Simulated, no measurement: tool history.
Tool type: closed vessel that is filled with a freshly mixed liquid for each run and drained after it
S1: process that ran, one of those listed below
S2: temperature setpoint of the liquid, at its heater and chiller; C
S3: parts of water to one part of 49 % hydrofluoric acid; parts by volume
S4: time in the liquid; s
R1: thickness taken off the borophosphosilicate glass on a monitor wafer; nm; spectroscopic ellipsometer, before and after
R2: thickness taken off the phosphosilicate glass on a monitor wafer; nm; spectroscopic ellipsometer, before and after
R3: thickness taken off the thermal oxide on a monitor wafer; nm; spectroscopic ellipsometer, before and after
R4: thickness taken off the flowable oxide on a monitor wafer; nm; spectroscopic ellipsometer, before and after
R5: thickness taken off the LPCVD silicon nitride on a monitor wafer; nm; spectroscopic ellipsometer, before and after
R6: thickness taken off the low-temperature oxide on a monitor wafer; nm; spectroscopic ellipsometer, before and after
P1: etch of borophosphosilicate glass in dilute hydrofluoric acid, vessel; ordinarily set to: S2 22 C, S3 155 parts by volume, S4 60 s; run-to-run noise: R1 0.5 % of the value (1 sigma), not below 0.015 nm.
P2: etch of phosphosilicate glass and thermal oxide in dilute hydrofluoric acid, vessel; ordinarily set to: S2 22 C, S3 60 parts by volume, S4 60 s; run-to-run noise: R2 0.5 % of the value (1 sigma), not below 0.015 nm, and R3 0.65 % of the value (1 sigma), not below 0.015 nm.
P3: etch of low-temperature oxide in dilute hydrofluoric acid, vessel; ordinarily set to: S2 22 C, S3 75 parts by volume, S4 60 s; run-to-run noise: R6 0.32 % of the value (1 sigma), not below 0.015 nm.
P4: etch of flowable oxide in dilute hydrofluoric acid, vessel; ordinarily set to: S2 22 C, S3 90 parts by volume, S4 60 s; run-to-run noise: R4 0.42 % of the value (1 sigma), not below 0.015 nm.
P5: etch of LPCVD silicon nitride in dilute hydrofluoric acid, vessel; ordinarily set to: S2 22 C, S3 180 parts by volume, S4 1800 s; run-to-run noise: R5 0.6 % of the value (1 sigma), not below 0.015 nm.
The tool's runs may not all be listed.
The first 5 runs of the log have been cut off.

run 6 hour=36.6 | S1=P5 S2=22 S3=100 S4=1800 | R5=8.3414
run 7 hour=43.3 | S1=P5 S2=22 S3=180 S4=1800 | R5=4.7614
run 8 hour=49.2 | S1=P3 S2=22 S3=20 S4=60 | R6=105.71
run 9 hour=59.3 | S1=P1 S2=22 S3=155 S4=95 | R1=38.221
run 10 hour=68.4 | S1=P4 S2=22 S3=50 S4=60 | R4=29.589
run 11 hour=73.3 | S1=P4 S2=22 S3=90 S4=30 | R4=7.8012
run 12 hour=79 | S1=P1 S2=17 S3=155 S4=60 | R1=19.741
run 13 hour=86.2 | S1=P3 S2=22 S3=75 S4=30 | R6=13.092
run 14 hour=96.5 | S1=P3 S2=22 S3=75 S4=60 | R6=26.281
run 15 hour=106.3 | S1=P1 S2=27 S3=155 S4=105 | R1=51.267
run 16 hour=115.6 | S1=P5 S2=22 S3=180 S4=3045 | R5=7.9347
run 17 hour=124.7 | S1=P2 S2=22 S3=60 S4=30 | R2=51.243 R3=2.3239
run 18 hour=132.7 | S1=P1 S2=22 S3=75 S4=60 | R1=54.272
run 19 hour=137.3 | S1=P1 S2=22 S3=155 S4=60 | R1=24.037
run 20 hour=146.3 | S1=P1 S2=26.5 S3=155 S4=60 | R1=28.72
run 21 hour=154 | S1=P2 S2=17 S3=60 S4=60 | R2=81.872 R3=3.807
run 22 hour=161.3 | S1=P4 S2=22 S3=90 S4=60 | R4=15.654
run 23 hour=171.1 | S1=P1 S2=22 S3=155 S4=60 | R1=24.122
run 24 hour=180.3 | S1=P5 S2=26.5 S3=180 S4=1800 | R5=6.3329
run 25 hour=189.9 | S1=P1 S2=22 S3=245 S4=60 | R1=13.949
-- hour=192.8 thermometer replaced
run 26 hour=194.7 | S1=P1 S2=22 S3=155 S4=60 | R1=24.157
run 27 hour=201.3 | S1=P3 S2=17 S3=75 S4=60 | R6=21.254

The next listed run, before its measurement:
run 28 hour=206 | S1=P2 S2=22 S3=60 S4=60 | R2=? R3=?

Run 28 measured R2 101.28 nm, R3 4.6247 nm.

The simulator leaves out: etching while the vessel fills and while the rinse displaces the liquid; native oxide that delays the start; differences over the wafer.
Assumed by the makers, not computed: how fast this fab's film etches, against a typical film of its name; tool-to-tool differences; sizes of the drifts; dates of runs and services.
